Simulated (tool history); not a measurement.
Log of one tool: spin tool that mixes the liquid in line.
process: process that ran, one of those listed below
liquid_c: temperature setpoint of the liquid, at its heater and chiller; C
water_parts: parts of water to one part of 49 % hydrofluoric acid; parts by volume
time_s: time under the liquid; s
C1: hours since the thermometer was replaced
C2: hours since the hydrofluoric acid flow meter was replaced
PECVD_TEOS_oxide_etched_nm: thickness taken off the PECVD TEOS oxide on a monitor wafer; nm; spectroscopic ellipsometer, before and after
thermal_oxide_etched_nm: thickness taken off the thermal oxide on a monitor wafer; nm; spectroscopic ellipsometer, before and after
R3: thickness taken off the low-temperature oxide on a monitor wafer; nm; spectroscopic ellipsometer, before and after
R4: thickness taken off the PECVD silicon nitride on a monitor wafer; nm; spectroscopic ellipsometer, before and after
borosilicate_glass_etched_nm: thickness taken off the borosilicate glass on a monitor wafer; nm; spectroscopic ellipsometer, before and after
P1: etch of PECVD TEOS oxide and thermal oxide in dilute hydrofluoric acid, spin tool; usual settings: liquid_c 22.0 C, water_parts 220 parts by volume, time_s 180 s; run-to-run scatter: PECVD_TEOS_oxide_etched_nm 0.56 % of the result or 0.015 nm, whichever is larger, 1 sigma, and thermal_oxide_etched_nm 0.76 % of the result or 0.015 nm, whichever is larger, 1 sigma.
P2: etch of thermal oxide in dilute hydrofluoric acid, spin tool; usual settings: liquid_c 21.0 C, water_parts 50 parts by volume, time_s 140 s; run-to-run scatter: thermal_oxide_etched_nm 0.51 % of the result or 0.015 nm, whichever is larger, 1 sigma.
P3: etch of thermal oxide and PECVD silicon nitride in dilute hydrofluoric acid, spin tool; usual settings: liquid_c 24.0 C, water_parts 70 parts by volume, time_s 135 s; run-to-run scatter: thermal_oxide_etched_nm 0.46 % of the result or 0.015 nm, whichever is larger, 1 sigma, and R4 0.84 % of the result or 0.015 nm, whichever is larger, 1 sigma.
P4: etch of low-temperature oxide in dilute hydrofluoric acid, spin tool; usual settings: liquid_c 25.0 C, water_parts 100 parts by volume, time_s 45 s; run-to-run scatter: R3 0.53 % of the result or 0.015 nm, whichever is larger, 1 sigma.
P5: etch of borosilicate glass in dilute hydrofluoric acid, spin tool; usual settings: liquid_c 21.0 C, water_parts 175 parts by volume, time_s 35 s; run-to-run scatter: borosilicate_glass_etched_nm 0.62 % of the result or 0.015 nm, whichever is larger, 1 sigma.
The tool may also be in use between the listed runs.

Run 1, hour 10.0: process P1, liquid_c 22.0 C, water_parts 220 parts by volume, time_s 180 s; C1 667.0; C2 1601.5. Result: PECVD_TEOS_oxide_etched_nm 11.76600 nm, thermal_oxide_etched_nm 3.36910 nm.
Run 2, hour 28.1: process P1, liquid_c 30.0 C, water_parts 220 parts by volume, time_s 180 s; C1 685.1; C2 1619.6. Result: PECVD_TEOS_oxide_etched_nm 15.92600 nm, thermal_oxide_etched_nm 4.41010 nm.
Run 3, hour 41.5: process P1, liquid_c 17.0 C, water_parts 220 parts by volume, time_s 180 s; C1 698.5; C2 1633.0. Result: PECVD_TEOS_oxide_etched_nm 9.90950 nm, thermal_oxide_etched_nm 2.68300 nm.
Run 4, hour 52.1: process P4, liquid_c 25.0 C, water_parts 100 parts by volume, time_s 45 s; C1 709.1; C2 1643.6. Result: R3 7.3253 nm.
Run 5, hour 63.3: process P4, liquid_c 17.0 C, water_parts 100 parts by volume, time_s 45 s; C1 720.3; C2 1654.8. Result: R3 5.3086 nm.
Run 6, hour 81.7: process P1, liquid_c 22.0 C, water_parts 220 parts by volume, time_s 180 s; C1 738.7; C2 1673.2. Result: PECVD_TEOS_oxide_etched_nm 11.97200 nm, thermal_oxide_etched_nm 3.32620 nm.
Run 7, hour 99.9: process P1, liquid_c 29.5 C, water_parts 220 parts by volume, time_s 65 s; C1 756.9; C2 1691.4. Result: PECVD_TEOS_oxide_etched_nm 5.58960 nm, thermal_oxide_etched_nm 1.55990 nm.
Run 8, hour 118.2: process P3, liquid_c 24.0 C, water_parts 70 parts by volume, time_s 135 s; C1 775.2; C2 1709.7. Result: thermal_oxide_etched_nm 9.06800 nm, R4 3.2364 nm.
Run 9, hour 131.5: process P1, liquid_c 22.0 C, water_parts 220 parts by volume, time_s 180 s; C1 788.5; C2 1723.0. Result: PECVD_TEOS_oxide_etched_nm 11.82200 nm, thermal_oxide_etched_nm 3.34820 nm.
Run 10, hour 140.7: process P5, liquid_c 21.0 C, water_parts 175 parts by volume, time_s 35 s; C1 797.7; C2 1732.2. Result: borosilicate_glass_etched_nm 5.5094 nm.
Run 11, hour 152.5: process P3, liquid_c 24.0 C, water_parts 70 parts by volume, time_s 210 s; C1 809.5; C2 1744.0. Result: thermal_oxide_etched_nm 14.25800 nm, R4 5.0471 nm.
Run 12, hour 169.4: process P4, liquid_c 25.0 C, water_parts 45 parts by volume, time_s 45 s; C1 826.4; C2 1760.9. Result: R3 17.3860 nm.
Run 13, hour 181.7: process P1, liquid_c 22.0 C, water_parts 220 parts by volume, time_s 180 s; C1 838.7; C2 1773.2. Result: PECVD_TEOS_oxide_etched_nm 11.87900 nm, thermal_oxide_etched_nm 3.31220 nm.
Run 14, hour 192.7: process P1, liquid_c 22.0 C, water_parts 220 parts by volume, time_s 15 s; C1 849.7; C2 1784.2. Result: PECVD_TEOS_oxide_etched_nm 0.98884 nm, thermal_oxide_etched_nm 0.26292 nm.
Run 15, hour 203.6: process P4, liquid_c 25.0 C, water_parts 100 parts by volume, time_s 15 s; C1 860.6; C2 1795.1. Result: R3 2.4407 nm.
Run 16, hour 219.6: process P1, liquid_c 22.0 C, water_parts 90 parts by volume, time_s 330 s; C1 876.6; C2 1811.1. Result: PECVD_TEOS_oxide_etched_nm 60.90500 nm, thermal_oxide_etched_nm 17.16800 nm.
Run 17, hour 233.4: process P1, liquid_c 22.0 C, water_parts 220 parts by volume, time_s 180 s; C1 890.4; C2 1824.9. Result: PECVD_TEOS_oxide_etched_nm 11.83300 nm, thermal_oxide_etched_nm 3.33710 nm.
Run 18, hour 244.2: process P5, liquid_c 21.0 C, water_parts 175 parts by volume, time_s 65 s; C1 901.2; C2 1835.7. Result: borosilicate_glass_etched_nm 10.2200 nm.
Run 19, hour 254.7: process P2, liquid_c 27.0 C, water_parts 50 parts by volume, time_s 140 s; C1 911.7; C2 1846.2. Result: thermal_oxide_etched_nm 16.06100 nm.
Run 20, hour 267.2: process P1, liquid_c 22.0 C, water_parts 390 parts by volume, time_s 180 s; C1 924.2; C2 1858.7. Result: PECVD_TEOS_oxide_etched_nm 5.66410 nm, thermal_oxide_etched_nm 1.61290 nm.
Run 21, hour 277.7: process P1, liquid_c 26.0 C, water_parts 145 parts by volume, time_s 180 s; C1 934.7; C2 1869.2. Result: PECVD_TEOS_oxide_etched_nm 22.73300 nm, thermal_oxide_etched_nm 6.38500 nm.
Run 22, hour 293.2: process P2, liquid_c 21.0 C, water_parts 75 parts by volume, time_s 140 s; C1 950.2; C2 1884.7. Result: thermal_oxide_etched_nm 8.13200 nm.
Run 23, hour 306.3: process P3, liquid_c 24.0 C, water_parts 40 parts by volume, time_s 135 s; C1 963.3; C2 1897.8. Result: thermal_oxide_etched_nm 16.72900 nm, R4 5.4834 nm.
Run 24, hour 322.0: process P2, liquid_c 21.0 C, water_parts 50 parts by volume, time_s 15 s; C1 979.0; C2 1913.5. Result: thermal_oxide_etched_nm 1.34720 nm.
Run 25, hour 335.9: process P5, liquid_c 21.0 C, water_parts 325 parts by volume, time_s 35 s; C1 992.9; C2 1927.4. Result: borosilicate_glass_etched_nm 2.5908 nm.
Run 26, hour 350.4: process P1, liquid_c 22.0 C, water_parts 45 parts by volume, time_s 180 s; C1 1007.4; C2 1941.9. Result: PECVD_TEOS_oxide_etched_nm 70.75700 nm, thermal_oxide_etched_nm 19.75100 nm.
Run 27, hour 364.3: process P2, liquid_c 21.0 C, water_parts 50 parts by volume, time_s 140 s; C1 1021.3; C2 1955.8. Result: thermal_oxide_etched_nm 12.64000 nm.
Run 28, hour 378.4: process P3, liquid_c 17.0 C, water_parts 70 parts by volume, time_s 135 s; C1 1035.4; C2 1969.9. Result: thermal_oxide_etched_nm 6.77220 nm, R4 1.9757 nm.
Run 29, hour 395.1: process P1, liquid_c 22.0 C, water_parts 220 parts by volume, time_s 350 s; C1 1052.1; C2 1986.6. Result: PECVD_TEOS_oxide_etched_nm 23.40600 nm, thermal_oxide_etched_nm 6.47110 nm.
Run 30, hour 410.8: process P5, liquid_c 27.0 C, water_parts 175 parts by volume, time_s 35 s; C1 1067.8; C2 2002.3. Result: borosilicate_glass_etched_nm 6.8971 nm.
Run 31, hour 419.7: process P5, liquid_c 21.0 C, water_parts 175 parts by volume, time_s 35 s; C1 1076.7; C2 2011.2. Result: borosilicate_glass_etched_nm 5.4839 nm.
Run 32, hour 436.0: process P2, liquid_c 21.0 C, water_parts 50 parts by volume, time_s 140 s; C1 1093.0; C2 2027.5. Result: thermal_oxide_etched_nm 12.53600 nm.
Run 33, hour 446.5: process P1, liquid_c 22.0 C, water_parts 220 parts by volume, time_s 180 s; C1 1103.5; C2 2038.0. Result: PECVD_TEOS_oxide_etched_nm 11.84100 nm, thermal_oxide_etched_nm 3.37910 nm.
Run 34, hour 457.5: process P1, liquid_c 22.0 C, water_parts 220 parts by volume, time_s 180 s; C1 1114.5; C2 2049.0. Result: PECVD_TEOS_oxide_etched_nm 11.60100 nm, thermal_oxide_etched_nm 3.25560 nm.
Run 35, hour 467.3: process P1, liquid_c 22.0 C, water_parts 220 parts by volume, time_s 180 s; C1 1124.3; C2 2058.8. Result: PECVD_TEOS_oxide_etched_nm 11.36800 nm, thermal_oxide_etched_nm 3.22510 nm.
Run 36, hour 477.3: process P1, liquid_c 22.0 C, water_parts 220 parts by volume, time_s 180 s; C1 1134.3; C2 2068.8. Result: PECVD_TEOS_oxide_etched_nm 11.37700 nm, thermal_oxide_etched_nm 3.07620 nm.
Run 37, hour 491.9: process P1, liquid_c 22.0 C, water_parts 220 parts by volume, time_s 180 s; C1 1148.9; C2 2083.4. Result: PECVD_TEOS_oxide_etched_nm 11.20800 nm, thermal_oxide_etched_nm 3.14320 nm.
Run 38, hour 500.2: process P1, liquid_c 22.0 C, water_parts 220 parts by volume, time_s 180 s; C1 1157.2; C2 2091.7. Result: PECVD_TEOS_oxide_etched_nm 11.18000 nm, thermal_oxide_etched_nm 3.16540 nm.
Run 39, hour 509.4: process P1, liquid_c 22.0 C, water_parts 220 parts by volume, time_s 180 s; C1 1166.4; C2 2100.9. Result: PECVD_TEOS_oxide_etched_nm 11.03600 nm, thermal_oxide_etched_nm 3.12610 nm.
Run 40, hour 523.2: process P1, liquid_c 22.0 C, water_parts 220 parts by volume, time_s 180 s; C1 1180.2; C2 2114.7. Result: PECVD_TEOS_oxide_etched_nm 10.93000 nm, thermal_oxide_etched_nm 3.07940 nm.
Run 41, hour 539.7: process P1, liquid_c 22.0 C, water_parts 220 parts by volume, time_s 180 s; C1 1196.7; C2 2131.2. Result: PECVD_TEOS_oxide_etched_nm 11.00900 nm, thermal_oxide_etched_nm 3.02390 nm.
Run 42, hour 556.4: process P1, liquid_c 22.0 C, water_parts 220 parts by volume, time_s 180 s; C1 1213.4; C2 2147.9. Result: PECVD_TEOS_oxide_etched_nm 10.97000 nm, thermal_oxide_etched_nm 3.08010 nm.
Run 43, hour 564.8: process P1, liquid_c 22.0 C, water_parts 220 parts by volume, time_s 180 s; C1 1221.8; C2 2156.3. Result: PECVD_TEOS_oxide_etched_nm 10.93800 nm, thermal_oxide_etched_nm 3.03040 nm.
Run 44, hour 579.6: process P1, liquid_c 22.0 C, water_parts 220 parts by volume, time_s 180 s; C1 1236.6; C2 2171.1. Result: PECVD_TEOS_oxide_etched_nm 10.88200 nm, thermal_oxide_etched_nm 3.01690 nm.

What P1 gives has crept away from where it was. These 2 causes fit the log equally well, each at the size given:
A: liquid colder than its thermometer reads (K) = 2.37
B: hydrofluoric acid flow below the setpoint (%) = 7.03
The creep began at about hour 446.5.

4 check runs are offered, one wafer each, their results left as question marks. Which one tells the causes apart?
Run check 1, hour 594.4: process P4, liquid_c 17.0 C, water_parts 100 parts by volume, time_s 15 s. Result: R3 ?.
Run check 2, hour 594.4: process P5, liquid_c 21.0 C, water_parts 245 parts by volume, time_s 35 s. Result: borosilicate_glass_etched_nm ?.
Run check 3, hour 594.4: process P3, liquid_c 24.0 C, water_parts 70 parts by volume, time_s 185 s. Result: thermal_oxide_etched_nm ?, R4 ?.
Run check 4, hour 594.4: process P2, liquid_c 21.0 C, water_parts 75 parts by volume, time_s 25 s. Result: thermal_oxide_etched_nm ?.

What each check would give under each cause:
  check                        result      if A      if B
check 1                            R3    1.5922    1.6249
check 2  borosilicate_glass_etched_nm    3.3564    3.3525
check 3       thermal_oxide_etched_nm  11.33500  11.53300
check 3                            R4    3.7799    4.1279
check 4       thermal_oxide_etched_nm   1.32000   1.34600
How far apart the two closest causes lie, in the result that separates them most: check 1 2.03 %; check 2 0.12 %; check 3 8.81 %; check 4 1.95 %
Check 3 tells the causes apart: in the others they would give nearly the same result.

Then check 3 was run and gave: thermal_oxide_etched_nm 11.46100 nm; R4 4.1187 nm. Which cause is it?

It is B: hydrofluoric acid flow below the setpoint (%).
